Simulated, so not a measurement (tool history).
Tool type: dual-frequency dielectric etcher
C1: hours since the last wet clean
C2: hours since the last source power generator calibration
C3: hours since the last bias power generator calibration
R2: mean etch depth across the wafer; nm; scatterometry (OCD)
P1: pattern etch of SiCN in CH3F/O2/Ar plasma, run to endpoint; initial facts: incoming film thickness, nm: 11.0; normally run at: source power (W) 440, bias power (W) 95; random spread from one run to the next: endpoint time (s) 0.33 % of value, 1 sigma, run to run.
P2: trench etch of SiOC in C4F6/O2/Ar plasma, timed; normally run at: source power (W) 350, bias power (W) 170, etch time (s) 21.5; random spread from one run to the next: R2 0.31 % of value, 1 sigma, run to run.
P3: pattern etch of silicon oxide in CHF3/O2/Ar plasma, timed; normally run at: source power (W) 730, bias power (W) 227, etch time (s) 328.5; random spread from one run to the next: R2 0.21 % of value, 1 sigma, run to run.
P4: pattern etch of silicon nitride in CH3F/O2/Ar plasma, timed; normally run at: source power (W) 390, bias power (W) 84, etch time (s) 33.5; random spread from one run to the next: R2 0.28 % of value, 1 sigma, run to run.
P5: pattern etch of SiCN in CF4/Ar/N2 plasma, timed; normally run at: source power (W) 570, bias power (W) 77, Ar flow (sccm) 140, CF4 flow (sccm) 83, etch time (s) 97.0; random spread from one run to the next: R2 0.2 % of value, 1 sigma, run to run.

{"run": 1, "day": 0.196, "process that ran": "P1", "source power (W)": 440, "bias power (W)": 95, "C1": 320.5, "C2": 2729.4, "C3": 515.5, "endpoint time (s)": 25.498}
{"run": 2, "day": 0.55, "process that ran": "P1", "source power (W)": 340, "bias power (W)": 95, "C1": 329.0, "C2": 2737.9, "C3": 524.0, "endpoint time (s)": 27.988}
{"run": 3, "day": 0.912, "process that ran": "P3", "source power (W)": 730, "bias power (W)": 159, "etch time (s)": 328.5, "C1": 337.7, "C2": 2746.6, "C3": 532.7, "R2": 666.76}
{"run": 4, "day": 1.179, "process that ran": "P1", "source power (W)": 300, "bias power (W)": 128, "C1": 344.1, "C2": 2753.0, "C3": 539.1, "endpoint time (s)": 26.079}
{"run": 5, "day": 1.417, "process that ran": "P4", "source power (W)": 390, "bias power (W)": 49, "etch time (s)": 33.5, "C1": 349.8, "C2": 2758.7, "C3": 544.8, "R2": 19.999}
{"run": 6, "day": 1.633, "process that ran": "P1", "source power (W)": 440, "bias power (W)": 77, "C1": 355.0, "C2": 2763.9, "C3": 550.0, "endpoint time (s)": 27.697}
{"run": 7, "day": 1.838, "process that ran": "P2", "source power (W)": 210, "bias power (W)": 170, "etch time (s)": 21.5, "C1": 359.9, "C2": 2768.8, "C3": 554.9, "R2": 35.074}
{"run": 8, "day": 2.208, "process that ran": "P5", "source power (W)": 730, "bias power (W)": 77, "etch time (s)": 97.0, "Ar flow (sccm)": 140, "CF4 flow (sccm)": 83, "C1": 368.8, "C2": 2777.7, "C3": 563.8, "R2": 123.57}
{"run": 9, "day": 2.408, "process that ran": "P1", "source power (W)": 440, "bias power (W)": 95, "C1": 373.6, "C2": 2782.5, "C3": 568.6, "endpoint time (s)": 25.598}
{"run": 10, "day": 2.7, "process that ran": "P1", "source power (W)": 440, "bias power (W)": 95, "C1": 380.6, "C2": 2789.5, "C3": 575.6, "endpoint time (s)": 25.574}
{"run": 11, "day": 3.083, "process that ran": "P2", "source power (W)": 350, "bias power (W)": 106, "etch time (s)": 21.5, "C1": 389.8, "C2": 2798.7, "C3": 584.8, "R2": 37.088}
{"run": 12, "day": 3.296, "process that ran": "P2", "source power (W)": 350, "bias power (W)": 170, "etch time (s)": 14.0, "C1": 394.9, "C2": 2803.8, "C3": 589.9, "R2": 27.845}
{"run": 13, "day": 3.675, "process that ran": "P4", "source power (W)": 390, "bias power (W)": 84, "etch time (s)": 33.5, "C1": 404.0, "C2": 2812.9, "C3": 599.0, "R2": 23.815}
{"run": 14, "day": 3.871, "process that ran": "P3", "source power (W)": 730, "bias power (W)": 227, "etch time (s)": 328.5, "C1": 408.7, "C2": 2817.6, "C3": 603.7, "R2": 747.92}
{"run": 15, "day": 4.108, "process that ran": "P1", "source power (W)": 440, "bias power (W)": 95, "C1": 414.4, "C2": 2823.3, "C3": 609.4, "endpoint time (s)": 25.586}
{"run": 16, "day": 4.471, "process that ran": "P1", "source power (W)": 350, "bias power (W)": 72, "C1": 423.1, "C2": 2832.0, "C3": 618.1, "endpoint time (s)": 30.71}
{"run": 17, "day": 4.875, "process that ran": "P2", "source power (W)": 350, "bias power (W)": 170, "etch time (s)": 21.5, "C1": 432.8, "C2": 2841.7, "C3": 627.8, "R2": 43.032}
{"run": 18, "day": 5.262, "process that ran": "P5", "source power (W)": 570, "bias power (W)": 77, "etch time (s)": 97.0, "Ar flow (sccm)": 140, "CF4 flow (sccm)": 51, "C1": 442.1, "C2": 2851.0, "C3": 637.1, "R2": 91.925}
{"run": 19, "day": 5.454, "process that ran": "P4", "source power (W)": 390, "bias power (W)": 84, "etch time (s)": 18.5, "C1": 446.7, "C2": 2855.6, "C3": 641.7, "R2": 13.25}
{"run": 20, "day": 5.867, "process that ran": "P3", "source power (W)": 730, "bias power (W)": 227, "etch time (s)": 328.5, "C1": 456.6, "C2": 2865.5, "C3": 651.6, "R2": 747.92}
{"run": 21, "day": 6.25, "process that ran": "P1", "source power (W)": 550, "bias power (W)": 95, "C1": 465.8, "C2": 2874.7, "C3": 660.8, "endpoint time (s)": 23.357}
{"run": 22, "day": 6.596, "process that ran": "P4", "source power (W)": 390, "bias power (W)": 84, "etch time (s)": 33.5, "C1": 474.1, "C2": 2883.0, "C3": 669.1, "R2": 23.824}
{"run": 23, "day": 6.954, "process that ran": "P5", "source power (W)": 570, "bias power (W)": 53, "etch time (s)": 97.0, "Ar flow (sccm)": 140, "CF4 flow (sccm)": 83, "C1": 482.7, "C2": 2891.6, "C3": 677.7, "R2": 87.749}
{"run": 24, "day": 7.254, "process that ran": "P5", "source power (W)": 570, "bias power (W)": 77, "etch time (s)": 97.0, "Ar flow (sccm)": 140, "CF4 flow (sccm)": 83, "C1": 489.9, "C2": 2898.8, "C3": 684.9, "R2": 99.7}
{"run": 25, "day": 7.596, "process that ran": "P1", "source power (W)": 440, "bias power (W)": 122, "C1": 498.1, "C2": 2907.0, "C3": 693.1, "endpoint time (s)": 23.242}
{"run": 26, "day": 7.788, "process that ran": "P5", "source power (W)": 570, "bias power (W)": 77, "etch time (s)": 97.0, "Ar flow (sccm)": 172, "CF4 flow (sccm)": 83, "C1": 502.7, "C2": 2911.6, "C3": 697.7, "R2": 96.436}
{"run": 27, "day": 8.038, "process that ran": "P3", "source power (W)": 730, "bias power (W)": 227, "etch time (s)": 224.5, "C1": 508.7, "C2": 2917.6, "C3": 703.7, "R2": 515.03}
{"run": 28, "day": 8.396, "process that ran": "P4", "source power (W)": 290, "bias power (W)": 84, "etch time (s)": 33.5, "C1": 517.3, "C2": 2926.2, "C3": 712.3, "R2": 21.444}
{"run": 29, "day": 8.788, "process that ran": "P3", "source power (W)": 870, "bias power (W)": 227, "etch time (s)": 328.5, "C1": 526.7, "C2": 2935.6, "C3": 721.7, "R2": 802.98}
{"run": 30, "day": 9.054, "process that ran": "P5", "source power (W)": 570, "bias power (W)": 77, "etch time (s)": 63.5, "Ar flow (sccm)": 140, "CF4 flow (sccm)": 83, "C1": 533.1, "C2": 2942.0, "C3": 728.1, "R2": 65.161}
{"run": 31, "day": 9.425, "process that ran": "P5", "source power (W)": 570, "bias power (W)": 77, "etch time (s)": 97.0, "Ar flow (sccm)": 140, "CF4 flow (sccm)": 83, "C1": 542.0, "C2": 2950.9, "C3": 737.0, "R2": 99.752}
{"run": 32, "day": 9.788, "process that ran": "P1", "source power (W)": 440, "bias power (W)": 95, "C1": 550.7, "C2": 2959.6, "C3": 745.7, "endpoint time (s)": 25.555}
{"run": 33, "day": 10.188, "process that ran": "P1", "source power (W)": 440, "bias power (W)": 95, "C1": 560.3, "C2": 2969.2, "C3": 755.3, "endpoint time (s)": 25.338}
{"run": 34, "day": 10.454, "process that ran": "P1", "source power (W)": 440, "bias power (W)": 95, "C1": 566.7, "C2": 2975.6, "C3": 761.7, "endpoint time (s)": 25.33}
{"run": 35, "day": 10.738, "process that ran": "P1", "source power (W)": 440, "bias power (W)": 95, "C1": 573.5, "C2": 2982.4, "C3": 768.5, "endpoint time (s)": 25.229}
{"day": 10.9, "done": "wet clean of the chamber"}
{"run": 36, "day": 11.046, "process that ran": "P1", "source power (W)": 440, "bias power (W)": 95, "C1": 3.5, "C2": 2989.8, "C3": 775.9, "endpoint time (s)": 25.16}
{"run": 37, "day": 11.233, "process that ran": "P1", "source power (W)": 440, "bias power (W)": 95, "C1": 8.0, "C2": 2994.3, "C3": 780.4, "endpoint time (s)": 25.095}
{"run": 38, "day": 11.55, "process that ran": "P1", "source power (W)": 440, "bias power (W)": 95, "C1": 15.6, "C2": 3001.9, "C3": 788.0, "endpoint time (s)": 25.245}
{"run": 39, "day": 11.762, "process that ran": "P1", "source power (W)": 440, "bias power (W)": 95, "C1": 20.7, "C2": 3007.0, "C3": 793.1, "endpoint time (s)": 25.137}
{"run": 40, "day": 12.1, "process that ran": "P1", "source power (W)": 440, "bias power (W)": 95, "C1": 28.8, "C2": 3015.1, "C3": 801.2, "endpoint time (s)": 25.033}
{"run": 41, "day": 12.308, "process that ran": "P1", "source power (W)": 440, "bias power (W)": 95, "C1": 33.8, "C2": 3020.1, "C3": 806.2, "endpoint time (s)": 25.132}
{"run": 42, "day": 12.642, "process that ran": "P1", "source power (W)": 440, "bias power (W)": 95, "C1": 41.8, "C2": 3028.1, "C3": 814.2, "endpoint time (s)": 25.143}

What P1 gives has crept away from where it was. These 2 causes fit the log equally well, each at the size given:
A: source power that arrives over what is set, % = 4.57
B: bias power that arrives over what is set, % = 4.54
Onset of the creep was near day 9.788.
Other possible causes, and why each is ruled out:
chamber walls in a state that raises the etch rate, %: maintenance at day 10.900, after the shift began, did not return the process to its former output

The check runs listed below each take one wafer, and their results are still question marks. Under which run would the listed causes lead to clearly different results?
{"run": "check 1", "day": 12.975, "process that ran": "P4", "source power (W)": 390, "bias power (W)": 84, "etch time (s)": 33.5, "R2": "?"}
{"run": "check 2", "day": 12.975, "process that ran": "P2", "source power (W)": 350, "bias power (W)": 170, "etch time (s)": 21.5, "R2": "?"}
{"run": "check 3", "day": 12.975, "process that ran": "P3", "source power (W)": 730, "bias power (W)": 227, "etch time (s)": 328.5, "R2": "?"}
{"run": "check 4", "day": 12.975, "process that ran": "P5", "source power (W)": 570, "bias power (W)": 77, "etch time (s)": 97.0, "Ar flow (sccm)": 140, "CF4 flow (sccm)": 83, "R2": "?"}

Check results expected under each cause:
check=check_1 result=R2 if_A=24.284 if_B=24.261
check=check_2 result=R2 if_A=43.452 if_B=43.307
check=check_3 result=R2 if_A=763.290 if_B=762.170
check=check_4 result=R2 if_A=103.580 if_B=101.190
Per check, the gap between the least separated pair of causes, taken in the result that splits them most: check 1 0.1 %; check 2 0.33 %; check 3 0.15 %; check 4 2.33 %
The other checks would show nearly matching results whichever cause is true, so check 4 is the only one that separates the causes.

Check 4 has now been run. It gave: R2 101.140 nm. Which of the candidate causes is it?

The cause is B: bias power that arrives over what is set, %.
